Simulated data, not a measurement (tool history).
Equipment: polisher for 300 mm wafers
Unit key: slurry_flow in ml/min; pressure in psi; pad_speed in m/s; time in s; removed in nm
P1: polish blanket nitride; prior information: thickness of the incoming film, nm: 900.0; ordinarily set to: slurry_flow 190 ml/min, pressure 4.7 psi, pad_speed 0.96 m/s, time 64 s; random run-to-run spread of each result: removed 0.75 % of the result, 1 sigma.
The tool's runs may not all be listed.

run,day,slurry_flow,pressure,pad_speed,time,removed
1,0.133,190,4.7,0.96,64,127.14
2,0.35,190,4.7,0.96,64,128.37
3,0.596,190,4.7,0.96,64,125.33
4,0.8,190,4.7,1.22,42,99.209
5,1.05,190,4.7,0.66,64,93.065
# day 1.233: head pressure recalibrated
6,1.283,115,4.7,0.96,64,117.06
7,1.417,190,4.7,0.96,64,128.19
8,1.65,190,4.7,0.96,64,127.62
9,1.854,115,6.3,0.96,64,158.07
10,2.025,270,4.7,0.96,83,170.86
11,2.167,190,4.7,1.42,64,173.37
12,2.279,260,4.7,0.96,64,131.43
13,2.525,190,4.7,0.96,43,85.661
14,2.658,190,4.7,0.96,91,179.64
15,2.883,190,3.1,0.96,64,83.939
16,3.058,190,7.3,0.96,64,197.96
17,3.238,190,4.7,0.96,64,127.28
18,3.458,190,4.7,0.96,64,125.79
19,3.7,190,4.7,0.96,64,121.92
20,3.862,190,4.7,0.96,64,120.94

What does the tool deliver on the next run?
21,4.033,190,4.7,0.96,64,?

{"run 21": {"removed": 121.16}}

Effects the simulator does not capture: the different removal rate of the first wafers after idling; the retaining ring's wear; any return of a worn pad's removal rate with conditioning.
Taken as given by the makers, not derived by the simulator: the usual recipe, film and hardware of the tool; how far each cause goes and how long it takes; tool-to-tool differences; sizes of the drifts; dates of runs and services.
